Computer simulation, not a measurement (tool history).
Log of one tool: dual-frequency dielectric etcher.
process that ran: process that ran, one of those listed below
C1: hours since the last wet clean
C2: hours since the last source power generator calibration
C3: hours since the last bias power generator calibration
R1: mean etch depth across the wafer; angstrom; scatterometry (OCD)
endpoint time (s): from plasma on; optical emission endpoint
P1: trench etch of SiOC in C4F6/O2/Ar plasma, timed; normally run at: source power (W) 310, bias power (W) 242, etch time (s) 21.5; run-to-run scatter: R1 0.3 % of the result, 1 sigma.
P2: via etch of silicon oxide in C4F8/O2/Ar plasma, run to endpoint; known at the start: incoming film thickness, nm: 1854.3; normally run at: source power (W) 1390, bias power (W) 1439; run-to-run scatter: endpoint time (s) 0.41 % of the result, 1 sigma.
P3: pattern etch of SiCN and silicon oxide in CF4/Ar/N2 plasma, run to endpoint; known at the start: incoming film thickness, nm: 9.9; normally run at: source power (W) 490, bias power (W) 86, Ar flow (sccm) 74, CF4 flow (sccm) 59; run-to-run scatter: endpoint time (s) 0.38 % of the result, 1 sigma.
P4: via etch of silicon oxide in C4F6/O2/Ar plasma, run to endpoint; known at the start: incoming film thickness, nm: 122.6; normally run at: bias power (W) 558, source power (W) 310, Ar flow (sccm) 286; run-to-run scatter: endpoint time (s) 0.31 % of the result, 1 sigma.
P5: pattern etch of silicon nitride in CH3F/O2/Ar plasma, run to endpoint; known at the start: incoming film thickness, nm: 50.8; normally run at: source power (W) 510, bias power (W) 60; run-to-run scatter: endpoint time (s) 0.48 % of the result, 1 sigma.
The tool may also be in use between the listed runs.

{"run": 1, "day": 0.417, "process that ran": "P1", "source power (W)": 310, "bias power (W)": 242, "etch time (s)": 21.5, "C1": 165.9, "C2": 543.5, "C3": 1912.2, "R1": 447.64}
{"run": 2, "day": 1.092, "process that ran": "P1", "source power (W)": 310, "bias power (W)": 242, "etch time (s)": 21.5, "C1": 182.1, "C2": 559.7, "C3": 1928.4, "R1": 448.5}
{"run": 3, "day": 1.625, "process that ran": "P3", "source power (W)": 400, "bias power (W)": 86, "Ar flow (sccm)": 74, "CF4 flow (sccm)": 59, "C1": 194.9, "C2": 572.5, "C3": 1941.2, "endpoint time (s)": 11.778}
{"run": 4, "day": 2.167, "process that ran": "P1", "source power (W)": 310, "bias power (W)": 242, "etch time (s)": 21.5, "C1": 207.9, "C2": 585.5, "C3": 1954.2, "R1": 448.14}
{"run": 5, "day": 2.617, "process that ran": "P5", "source power (W)": 340, "bias power (W)": 60, "C1": 218.7, "C2": 596.3, "C3": 1965.0, "endpoint time (s)": 83.223}
{"run": 6, "day": 3.2, "process that ran": "P2", "source power (W)": 1390, "bias power (W)": 1439, "C1": 232.7, "C2": 610.3, "C3": 1979.0, "endpoint time (s)": 470.81}
{"run": 7, "day": 3.796, "process that ran": "P1", "source power (W)": 240, "bias power (W)": 189, "etch time (s)": 21.5, "C1": 247.0, "C2": 624.6, "C3": 1993.3, "R1": 372.54}
{"run": 8, "day": 4.242, "process that ran": "P1", "source power (W)": 310, "bias power (W)": 242, "etch time (s)": 21.5, "C1": 257.7, "C2": 635.3, "C3": 2004.0, "R1": 448.27}
{"run": 9, "day": 4.696, "process that ran": "P3", "source power (W)": 490, "bias power (W)": 86, "Ar flow (sccm)": 49, "CF4 flow (sccm)": 59, "C1": 268.6, "C2": 646.2, "C3": 2014.9, "endpoint time (s)": 9.3311}
{"run": 10, "day": 5.0, "process that ran": "P5", "source power (W)": 510, "bias power (W)": 79, "C1": 275.9, "C2": 653.5, "C3": 2022.2, "endpoint time (s)": 64.449}
{"run": 11, "day": 5.325, "process that ran": "P4", "source power (W)": 440, "bias power (W)": 558, "Ar flow (sccm)": 286, "C1": 283.7, "C2": 661.3, "C3": 2030.0, "endpoint time (s)": 25.485}
{"run": 12, "day": 5.871, "process that ran": "P1", "source power (W)": 310, "bias power (W)": 288, "etch time (s)": 21.5, "C1": 296.8, "C2": 674.4, "C3": 2043.1, "R1": 474.99}
{"run": 13, "day": 6.512, "process that ran": "P1", "source power (W)": 310, "bias power (W)": 242, "etch time (s)": 13.5, "C1": 312.2, "C2": 689.8, "C3": 2058.5, "R1": 280.61}
{"run": 14, "day": 7.029, "process that ran": "P1", "source power (W)": 390, "bias power (W)": 242, "etch time (s)": 21.5, "C1": 324.6, "C2": 702.2, "C3": 2070.9, "R1": 489.01}
{"run": 15, "day": 7.512, "process that ran": "P4", "source power (W)": 310, "bias power (W)": 558, "Ar flow (sccm)": 286, "C1": 336.2, "C2": 713.8, "C3": 2082.5, "endpoint time (s)": 29.046}
{"run": 16, "day": 8.088, "process that ran": "P3", "source power (W)": 490, "bias power (W)": 86, "Ar flow (sccm)": 74, "CF4 flow (sccm)": 59, "C1": 350.0, "C2": 727.6, "C3": 2096.3, "endpoint time (s)": 9.8891}
{"run": 17, "day": 8.729, "process that ran": "P4", "source power (W)": 310, "bias power (W)": 558, "Ar flow (sccm)": 286, "C1": 365.4, "C2": 743.0, "C3": 2111.7, "endpoint time (s)": 29.041}
{"run": 18, "day": 9.162, "process that ran": "P1", "source power (W)": 310, "bias power (W)": 242, "etch time (s)": 26.5, "C1": 375.8, "C2": 753.4, "C3": 2122.1, "R1": 551.09}
{"run": 19, "day": 9.792, "process that ran": "P5", "source power (W)": 510, "bias power (W)": 60, "C1": 390.9, "C2": 768.5, "C3": 2137.2, "endpoint time (s)": 71.158}
{"run": 20, "day": 10.362, "process that ran": "P3", "source power (W)": 490, "bias power (W)": 56, "Ar flow (sccm)": 74, "CF4 flow (sccm)": 59, "C1": 404.6, "C2": 782.2, "C3": 2150.9, "endpoint time (s)": 11.367}
{"run": 21, "day": 10.854, "process that ran": "P1", "source power (W)": 310, "bias power (W)": 183, "etch time (s)": 21.5, "C1": 416.4, "C2": 794.0, "C3": 2162.7, "R1": 410.94}
{"run": 22, "day": 11.308, "process that ran": "P2", "source power (W)": 830, "bias power (W)": 1439, "C1": 427.3, "C2": 804.9, "C3": 2173.6, "endpoint time (s)": 577.91}
{"run": 23, "day": 11.671, "process that ran": "P4", "source power (W)": 310, "bias power (W)": 558, "Ar flow (sccm)": 177, "C1": 436.0, "C2": 813.6, "C3": 2182.3, "endpoint time (s)": 27.622}
{"run": 24, "day": 12.317, "process that ran": "P3", "source power (W)": 490, "bias power (W)": 86, "Ar flow (sccm)": 74, "CF4 flow (sccm)": 39, "C1": 451.5, "C2": 829.1, "C3": 2197.8, "endpoint time (s)": 10.477}
{"day": 12.338, "done": "bias power generator calibrated"}
{"run": 25, "day": 12.8, "process that ran": "P2", "source power (W)": 1390, "bias power (W)": 1906, "C1": 463.1, "C2": 840.7, "C3": 11.2, "endpoint time (s)": 436.63}
{"run": 26, "day": 13.342, "process that ran": "P5", "source power (W)": 510, "bias power (W)": 60, "C1": 476.1, "C2": 853.7, "C3": 24.2, "endpoint time (s)": 71.289}
{"run": 27, "day": 13.667, "process that ran": "P1", "source power (W)": 250, "bias power (W)": 242, "etch time (s)": 21.5, "C1": 483.9, "C2": 861.5, "C3": 32.0, "R1": 414.32}
{"run": 28, "day": 14.067, "process that ran": "P4", "source power (W)": 310, "bias power (W)": 751, "Ar flow (sccm)": 286, "C1": 493.5, "C2": 871.1, "C3": 41.6, "endpoint time (s)": 25.825}
{"run": 29, "day": 14.621, "process that ran": "P1", "source power (W)": 310, "bias power (W)": 242, "etch time (s)": 21.5, "C1": 506.8, "C2": 884.4, "C3": 54.9, "R1": 448.19}
{"run": 30, "day": 15.188, "process that ran": "P1", "source power (W)": 310, "bias power (W)": 242, "etch time (s)": 21.5, "C1": 520.4, "C2": 898.0, "C3": 68.5, "R1": 452.31}
{"run": 31, "day": 15.621, "process that ran": "P1", "source power (W)": 310, "bias power (W)": 242, "etch time (s)": 21.5, "C1": 530.8, "C2": 908.4, "C3": 78.9, "R1": 456.64}
{"day": 15.9, "done": "wet clean of the chamber"}
{"run": 32, "day": 16.133, "process that ran": "P1", "source power (W)": 310, "bias power (W)": 242, "etch time (s)": 21.5, "C1": 5.7, "C2": 920.7, "C3": 91.2, "R1": 454.43}
{"run": 33, "day": 16.658, "process that ran": "P1", "source power (W)": 310, "bias power (W)": 242, "etch time (s)": 21.5, "C1": 18.3, "C2": 933.3, "C3": 103.8, "R1": 455.48}
{"run": 34, "day": 17.196, "process that ran": "P1", "source power (W)": 310, "bias power (W)": 242, "etch time (s)": 21.5, "C1": 31.2, "C2": 946.2, "C3": 116.7, "R1": 454.27}
{"run": 35, "day": 17.821, "process that ran": "P1", "source power (W)": 310, "bias power (W)": 242, "etch time (s)": 21.5, "C1": 46.2, "C2": 961.2, "C3": 131.7, "R1": 457.49}

What P1 gives has crept away from where it was. These 2 causes fit the log equally well, each at the size given:
A: bias power that arrives over what is set, % = 4.52
B: source power that arrives over what is set, % = 4.06
The creep began at about day 14.621.
Why every other cause is out:
chamber walls in a state that raises the etch rate, %: serviced at day 15.900, which brought nothing back

4 check runs are offered, each on 2 wafers whose results are averaged, their results left as question marks. Which one tells the causes apart?
{"run": "check 1", "day": 18.446, "process that ran": "P2", "source power (W)": 840, "bias power (W)": 1806, "endpoint time (s)": "?"}
{"run": "check 2", "day": 18.446, "process that ran": "P5", "source power (W)": 430, "bias power (W)": 75, "endpoint time (s)": "?"}
{"run": "check 3", "day": 18.446, "process that ran": "P4", "source power (W)": 420, "bias power (W)": 558, "Ar flow (sccm)": 286, "endpoint time (s)": "?"}
{"run": "check 4", "day": 18.446, "process that ran": "P3", "source power (W)": 490, "bias power (W)": 57, "Ar flow (sccm)": 74, "CF4 flow (sccm)": 59, "endpoint time (s)": "?"}

What each check would give under each cause:
check=check_1 result=endpoint_time_(s) if_A=533.7400 if_B=532.4300
check=check_2 result=endpoint_time_(s) if_A=69.5060 if_B=69.5190
check=check_3 result=endpoint_time_(s) if_A=25.4910 if_B=25.5470
check=check_4 result=endpoint_time_(s) if_A=11.1180 if_B=10.8800
How far apart the two closest causes lie, in the result that separates them most: check 1 0.25 %; check 2 0.02 %; check 3 0.22 %; check 4 2.17 %
Check 4 tells the causes apart: in the others they would give nearly the same result.

Check 4 was then run and gave: endpoint time (s) 11.1550. Which cause is it?

It is A: bias power that arrives over what is set, %.

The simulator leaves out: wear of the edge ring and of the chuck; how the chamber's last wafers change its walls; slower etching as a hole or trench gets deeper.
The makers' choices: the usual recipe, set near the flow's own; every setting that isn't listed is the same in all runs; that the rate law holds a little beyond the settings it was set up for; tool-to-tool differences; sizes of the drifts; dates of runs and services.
